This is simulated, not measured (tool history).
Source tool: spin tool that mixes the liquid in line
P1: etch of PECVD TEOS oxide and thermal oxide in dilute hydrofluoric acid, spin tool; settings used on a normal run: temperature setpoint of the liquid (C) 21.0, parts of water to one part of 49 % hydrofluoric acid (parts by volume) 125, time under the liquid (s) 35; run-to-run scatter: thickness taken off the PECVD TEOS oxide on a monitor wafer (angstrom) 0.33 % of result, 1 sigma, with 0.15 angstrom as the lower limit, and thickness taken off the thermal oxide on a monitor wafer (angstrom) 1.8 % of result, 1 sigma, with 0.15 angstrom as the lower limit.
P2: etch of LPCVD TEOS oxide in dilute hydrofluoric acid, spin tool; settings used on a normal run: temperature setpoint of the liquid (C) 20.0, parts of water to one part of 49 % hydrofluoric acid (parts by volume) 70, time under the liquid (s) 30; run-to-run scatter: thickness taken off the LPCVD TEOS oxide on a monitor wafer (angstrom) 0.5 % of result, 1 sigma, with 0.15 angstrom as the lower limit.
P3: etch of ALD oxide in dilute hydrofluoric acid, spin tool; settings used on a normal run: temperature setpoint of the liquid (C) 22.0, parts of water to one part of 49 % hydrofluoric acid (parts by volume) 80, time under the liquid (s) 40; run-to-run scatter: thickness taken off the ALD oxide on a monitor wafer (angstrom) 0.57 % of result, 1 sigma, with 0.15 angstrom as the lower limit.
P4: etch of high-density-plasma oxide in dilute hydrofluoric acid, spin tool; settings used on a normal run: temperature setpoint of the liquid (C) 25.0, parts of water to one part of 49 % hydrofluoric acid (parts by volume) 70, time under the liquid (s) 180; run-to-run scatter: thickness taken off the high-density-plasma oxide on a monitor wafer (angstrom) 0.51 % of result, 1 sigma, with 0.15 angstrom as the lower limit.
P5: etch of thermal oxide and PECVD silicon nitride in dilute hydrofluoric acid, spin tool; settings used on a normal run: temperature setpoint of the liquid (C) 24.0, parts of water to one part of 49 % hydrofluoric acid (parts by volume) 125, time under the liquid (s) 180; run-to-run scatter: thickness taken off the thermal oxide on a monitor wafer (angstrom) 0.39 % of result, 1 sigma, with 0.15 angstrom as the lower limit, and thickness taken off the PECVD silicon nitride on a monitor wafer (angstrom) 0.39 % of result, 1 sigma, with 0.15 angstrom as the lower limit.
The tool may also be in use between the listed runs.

run,day,process that ran,temperature setpoint of the liquid (C),parts of water to one part of 49 % hydrofluoric acid (parts by volume),time under the liquid (s),thickness taken off the PECVD TEOS oxide on a monitor wafer (angstrom),thickness taken off the thermal oxide on a monitor wafer (angstrom),thickness taken off the LPCVD TEOS oxide on a monitor wafer (angstrom),thickness taken off the PECVD silicon nitride on a monitor wafer (angstrom),thickness taken off the high-density-plasma oxide on a monitor wafer (angstrom),thickness taken off the ALD oxide on a monitor wafer (angstrom)
1,0.354,P1,21.0,125,35,68.034,11.9160,,,,
2,0.654,P2,20.0,20,30,,,370.170,,,
3,0.933,P5,24.0,125,180,,63.5470,,73.661,,
4,1.108,P1,25.0,125,35,79.622,14.0110,,,,
5,1.488,P1,21.0,125,35,67.959,12.3810,,,,
6,1.808,P4,25.0,70,180,,,,,156.150,
7,2.058,P1,25.0,125,15,34.020,6.0663,,,,
8,2.233,P1,21.0,125,35,67.834,12.1900,,,,
9,2.508,P3,22.0,80,80,,,,,,179.420
10,2.808,P5,24.0,125,180,,63.0330,,74.064,,
11,3.188,P2,25.5,70,30,,,125.390,,,
12,3.558,P5,17.0,125,180,,47.9770,,46.126,,
13,3.862,P1,21.0,125,35,67.990,11.6770,,,,
14,4.125,P1,21.0,125,65,126.720,22.6280,,,,
15,4.492,P4,25.0,120,180,,,,,84.903,
16,4.871,P1,21.0,50,35,184.720,33.5530,,,,
17,5.079,P1,17.0,55,35,141.120,24.8310,,,,
18,5.454,P4,25.0,70,15,,,,,12.959,
19,5.650,P2,20.0,70,30,,,98.939,,,
20,5.929,P1,26.5,125,15,35.920,6.5470,,,,
21,6.271,P1,21.0,125,35,68.113,12.0840,,,,
22,6.612,P2,20.0,70,30,,,98.944,,,
23,6.800,P1,21.0,215,35,36.221,6.3224,,,,
24,7.083,P5,24.0,25,180,,362.2600,,358.720,,
# day 7.254: thermometer replaced
25,7.292,P3,22.0,120,40,,,,,,56.769
26,7.633,P1,21.0,125,20,38.489,7.0524,,,,
27,7.921,P5,24.0,125,55,,19.4550,,22.681,,
28,8.196,P2,20.0,70,65,,,217.330,,,
29,8.475,P3,22.0,80,40,,,,,,89.302
30,8.754,P1,17.0,125,35,57.524,9.7771,,,,
31,8.967,P3,17.0,80,40,,,,,,72.419
32,9.329,P4,29.0,70,180,,,,,182.020,

Run 33, settings as shown, results not yet in. Your forecast:
33,9.621,P1,21.0,125,35,?,?,,,,

Run 33 produced thickness taken off the PECVD TEOS oxide on a monitor wafer (angstrom) 67.620, thickness taken off the thermal oxide on a monitor wafer (angstrom) 11.7510.
